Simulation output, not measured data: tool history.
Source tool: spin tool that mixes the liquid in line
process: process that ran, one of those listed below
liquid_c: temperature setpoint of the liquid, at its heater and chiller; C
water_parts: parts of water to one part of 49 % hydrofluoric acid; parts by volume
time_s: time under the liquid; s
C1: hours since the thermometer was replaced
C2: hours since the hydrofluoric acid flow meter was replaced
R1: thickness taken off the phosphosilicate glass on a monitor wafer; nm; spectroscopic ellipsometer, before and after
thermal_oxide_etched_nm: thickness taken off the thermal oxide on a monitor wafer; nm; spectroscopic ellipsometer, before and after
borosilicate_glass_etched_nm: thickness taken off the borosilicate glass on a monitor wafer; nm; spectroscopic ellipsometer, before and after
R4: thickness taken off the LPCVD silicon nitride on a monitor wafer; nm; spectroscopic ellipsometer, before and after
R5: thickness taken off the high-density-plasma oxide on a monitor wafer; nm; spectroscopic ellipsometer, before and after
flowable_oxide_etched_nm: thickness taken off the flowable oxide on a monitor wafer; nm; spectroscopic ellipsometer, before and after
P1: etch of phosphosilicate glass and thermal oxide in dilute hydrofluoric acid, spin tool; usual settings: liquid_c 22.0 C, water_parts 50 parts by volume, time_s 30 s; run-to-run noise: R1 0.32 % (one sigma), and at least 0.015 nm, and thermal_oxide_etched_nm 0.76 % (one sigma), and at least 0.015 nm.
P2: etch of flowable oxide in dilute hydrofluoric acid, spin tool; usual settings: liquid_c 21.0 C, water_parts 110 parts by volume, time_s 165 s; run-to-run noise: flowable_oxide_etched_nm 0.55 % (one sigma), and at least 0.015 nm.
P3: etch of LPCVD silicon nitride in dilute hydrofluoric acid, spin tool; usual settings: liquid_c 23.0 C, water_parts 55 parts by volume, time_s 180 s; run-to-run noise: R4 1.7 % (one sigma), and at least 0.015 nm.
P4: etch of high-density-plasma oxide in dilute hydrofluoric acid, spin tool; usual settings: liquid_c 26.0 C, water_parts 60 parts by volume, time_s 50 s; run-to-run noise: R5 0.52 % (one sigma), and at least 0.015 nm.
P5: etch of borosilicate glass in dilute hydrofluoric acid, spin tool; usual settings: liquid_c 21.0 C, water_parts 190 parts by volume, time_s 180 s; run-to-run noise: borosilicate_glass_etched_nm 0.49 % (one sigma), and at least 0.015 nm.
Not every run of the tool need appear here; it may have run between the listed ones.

{"run": 1, "hour": 6.2, "process": "P1", "liquid_c": 22.0, "water_parts": 50, "time_s": 30, "C1": 409.1, "C2": 274.5, "R1": 36.536, "thermal_oxide_etched_nm": 2.6682}
{"run": 2, "hour": 15.0, "process": "P1", "liquid_c": 22.0, "water_parts": 50, "time_s": 30, "C1": 417.9, "C2": 283.3, "R1": 36.583, "thermal_oxide_etched_nm": 2.6949}
{"run": 3, "hour": 19.6, "process": "P5", "liquid_c": 21.0, "water_parts": 45, "time_s": 180, "C1": 422.5, "C2": 287.9, "borosilicate_glass_etched_nm": 165.2}
{"run": 4, "hour": 28.9, "process": "P3", "liquid_c": 23.0, "water_parts": 20, "time_s": 180, "C1": 431.8, "C2": 297.2, "R4": 4.2433}
{"run": 5, "hour": 35.8, "process": "P4", "liquid_c": 26.0, "water_parts": 60, "time_s": 15, "C1": 438.7, "C2": 304.1, "R5": 1.4597}
{"run": 6, "hour": 40.8, "process": "P2", "liquid_c": 21.0, "water_parts": 110, "time_s": 15, "C1": 443.7, "C2": 309.1, "flowable_oxide_etched_nm": 3.8767}
{"run": 7, "hour": 48.5, "process": "P1", "liquid_c": 22.0, "water_parts": 50, "time_s": 15, "C1": 451.4, "C2": 316.8, "R1": 18.251, "thermal_oxide_etched_nm": 1.3534}
{"run": 8, "hour": 57.8, "process": "P1", "liquid_c": 22.0, "water_parts": 50, "time_s": 30, "C1": 460.7, "C2": 326.1, "R1": 36.269, "thermal_oxide_etched_nm": 2.6901}
{"run": 9, "hour": 62.8, "process": "P2", "liquid_c": 21.0, "water_parts": 110, "time_s": 165, "C1": 465.7, "C2": 331.1, "flowable_oxide_etched_nm": 42.481}
{"run": 10, "hour": 70.4, "process": "P1", "liquid_c": 22.0, "water_parts": 70, "time_s": 30, "C1": 473.3, "C2": 338.7, "R1": 25.423, "thermal_oxide_etched_nm": 1.8731}
{"run": 11, "hour": 77.2, "process": "P2", "liquid_c": 27.5, "water_parts": 110, "time_s": 165, "C1": 480.1, "C2": 345.5, "flowable_oxide_etched_nm": 54.541}
{"run": 12, "hour": 85.6, "process": "P4", "liquid_c": 26.0, "water_parts": 60, "time_s": 50, "C1": 488.5, "C2": 353.9, "R5": 4.8368}
{"run": 13, "hour": 91.4, "process": "P3", "liquid_c": 19.5, "water_parts": 55, "time_s": 180, "C1": 494.3, "C2": 359.7, "R4": 1.3053}
{"run": 14, "hour": 97.8, "process": "P5", "liquid_c": 21.0, "water_parts": 190, "time_s": 355, "C1": 500.7, "C2": 366.1, "borosilicate_glass_etched_nm": 65.057}
{"run": 15, "hour": 104.8, "process": "P1", "liquid_c": 22.0, "water_parts": 50, "time_s": 55, "C1": 507.7, "C2": 373.1, "R1": 66.585, "thermal_oxide_etched_nm": 5.0293}
{"run": 16, "hour": 110.5, "process": "P4", "liquid_c": 26.0, "water_parts": 60, "time_s": 50, "C1": 513.4, "C2": 378.8, "R5": 4.8363}
{"run": 17, "hour": 118.6, "process": "P1", "liquid_c": 22.0, "water_parts": 20, "time_s": 30, "C1": 521.5, "C2": 386.9, "R1": 94.522, "thermal_oxide_etched_nm": 7.108}
{"run": 18, "hour": 127.8, "process": "P3", "liquid_c": 23.0, "water_parts": 55, "time_s": 180, "C1": 530.7, "C2": 396.1, "R4": 1.6312}
{"run": 19, "hour": 134.1, "process": "P1", "liquid_c": 22.0, "water_parts": 25, "time_s": 15, "C1": 537.0, "C2": 402.4, "R1": 37.89, "thermal_oxide_etched_nm": 2.8241}
{"run": 20, "hour": 141.8, "process": "P1", "liquid_c": 18.0, "water_parts": 50, "time_s": 30, "C1": 544.7, "C2": 410.1, "R1": 30.816, "thermal_oxide_etched_nm": 2.2683}
{"run": 21, "hour": 149.8, "process": "P5", "liquid_c": 21.0, "water_parts": 190, "time_s": 180, "C1": 552.7, "C2": 418.1, "borosilicate_glass_etched_nm": 33.05}
{"run": 22, "hour": 155.7, "process": "P3", "liquid_c": 23.0, "water_parts": 55, "time_s": 180, "C1": 558.6, "C2": 424.0, "R4": 1.6472}
{"run": 23, "hour": 161.3, "process": "P4", "liquid_c": 20.0, "water_parts": 60, "time_s": 50, "C1": 564.2, "C2": 429.6, "R5": 3.7939}
{"run": 24, "hour": 169.5, "process": "P4", "liquid_c": 26.0, "water_parts": 110, "time_s": 50, "C1": 572.4, "C2": 437.8, "R5": 2.4569}
{"run": 25, "hour": 176.5, "process": "P5", "liquid_c": 17.0, "water_parts": 190, "time_s": 180, "C1": 579.4, "C2": 444.8, "borosilicate_glass_etched_nm": 28.2}
{"run": 26, "hour": 185.4, "process": "P1", "liquid_c": 22.0, "water_parts": 50, "time_s": 30, "C1": 588.3, "C2": 453.7, "R1": 36.45, "thermal_oxide_etched_nm": 2.7048}
{"run": 27, "hour": 193.0, "process": "P3", "liquid_c": 23.0, "water_parts": 55, "time_s": 350, "C1": 595.9, "C2": 461.3, "R4": 3.0929}
{"run": 28, "hour": 200.6, "process": "P1", "liquid_c": 22.0, "water_parts": 70, "time_s": 15, "C1": 603.5, "C2": 468.9, "R1": 12.791, "thermal_oxide_etched_nm": 0.95542}
{"run": 29, "hour": 208.4, "process": "P1", "liquid_c": 26.0, "water_parts": 50, "time_s": 30, "C1": 611.3, "C2": 476.7, "R1": 42.931, "thermal_oxide_etched_nm": 3.1678}
{"run": 30, "hour": 214.4, "process": "P2", "liquid_c": 21.0, "water_parts": 20, "time_s": 165, "C1": 617.3, "C2": 482.7, "flowable_oxide_etched_nm": 259.39}
{"run": 31, "hour": 220.4, "process": "P5", "liquid_c": 21.0, "water_parts": 190, "time_s": 180, "C1": 623.3, "C2": 488.7, "borosilicate_glass_etched_nm": 33.094}
{"run": 32, "hour": 226.8, "process": "P1", "liquid_c": 22.0, "water_parts": 50, "time_s": 30, "C1": 629.7, "C2": 495.1, "R1": 36.245, "thermal_oxide_etched_nm": 2.738}
{"run": 33, "hour": 235.1, "process": "P1", "liquid_c": 22.0, "water_parts": 50, "time_s": 30, "C1": 638.0, "C2": 503.4, "R1": 37.704, "thermal_oxide_etched_nm": 2.7728}
{"run": 34, "hour": 244.2, "process": "P1", "liquid_c": 22.0, "water_parts": 50, "time_s": 30, "C1": 647.1, "C2": 512.5, "R1": 38.673, "thermal_oxide_etched_nm": 2.803}
{"run": 35, "hour": 252.2, "process": "P1", "liquid_c": 22.0, "water_parts": 50, "time_s": 30, "C1": 655.1, "C2": 520.5, "R1": 39.251, "thermal_oxide_etched_nm": 2.9084}
{"run": 36, "hour": 259.9, "process": "P1", "liquid_c": 22.0, "water_parts": 50, "time_s": 30, "C1": 662.8, "C2": 528.2, "R1": 39.423, "thermal_oxide_etched_nm": 2.9092}
{"run": 37, "hour": 268.6, "process": "P1", "liquid_c": 22.0, "water_parts": 50, "time_s": 30, "C1": 671.5, "C2": 536.9, "R1": 39.694, "thermal_oxide_etched_nm": 2.8931}
{"run": 38, "hour": 277.7, "process": "P1", "liquid_c": 22.0, "water_parts": 50, "time_s": 30, "C1": 680.6, "C2": 546.0, "R1": 39.739, "thermal_oxide_etched_nm": 2.8985}
{"run": 39, "hour": 283.3, "process": "P1", "liquid_c": 22.0, "water_parts": 50, "time_s": 30, "C1": 686.2, "C2": 551.6, "R1": 39.814, "thermal_oxide_etched_nm": 2.9826}
{"run": 40, "hour": 292.8, "process": "P1", "liquid_c": 22.0, "water_parts": 50, "time_s": 30, "C1": 695.7, "C2": 561.1, "R1": 39.829, "thermal_oxide_etched_nm": 2.9232}
{"run": 41, "hour": 298.7, "process": "P1", "liquid_c": 22.0, "water_parts": 50, "time_s": 30, "C1": 701.6, "C2": 567.0, "R1": 39.666, "thermal_oxide_etched_nm": 3.0058}
{"run": 42, "hour": 303.6, "process": "P1", "liquid_c": 22.0, "water_parts": 50, "time_s": 30, "C1": 706.5, "C2": 571.9, "R1": 39.953, "thermal_oxide_etched_nm": 3.0137}

P1 has crept away from where it was. The log is fitted equally well by each of these 2 causes, at the sizes shown:
A: liquid hotter than its thermometer reads (K) = 2.15
B: hydrofluoric acid flow above the setpoint (%) = 8.73
The process output started creeping at around hour 226.8.

Below are 4 check runs, each averaged over 5 wafers, with their results shown as question marks. Which of them would give clearly different results depending on which cause is behind the drift?
{"run": "check 1", "hour": 308.5, "process": "P5", "liquid_c": 17.5, "water_parts": 45, "time_s": 180, "borosilicate_glass_etched_nm": "?"}
{"run": "check 2", "hour": 308.5, "process": "P3", "liquid_c": 23.0, "water_parts": 55, "time_s": 325, "R4": "?"}
{"run": "check 3", "hour": 308.5, "process": "P4", "liquid_c": 21.0, "water_parts": 60, "time_s": 20, "R5": "?"}
{"run": "check 4", "hour": 308.5, "process": "P2", "liquid_c": 21.0, "water_parts": 25, "time_s": 65, "flowable_oxide_etched_nm": "?"}

Outcome of each check run for each possible cause:
check=check_1 result=borosilicate_glass_etched_nm if_A=156.090 if_B=155.320
check=check_2 result=R4 if_A=3.3666 if_B=3.1622
check=check_3 result=R5 if_A=1.7183 if_B=1.7190
check=check_4 result=flowable_oxide_etched_nm if_A=88.9990 if_B=88.5260
Minimum pairwise separation of causes per check, each pair taken at its best-separating result: check 1 0.49 %; check 2 6.26 %; check 3 0.05 %; check 4 0.53 %
Check 2 distinguishes between the causes, while the remaining checks would return nearly the same result for all of them.

Here is what check 2 returned: R4 3.3361 nm. Which cause is it?

It is A: liquid hotter than its thermometer reads (K).
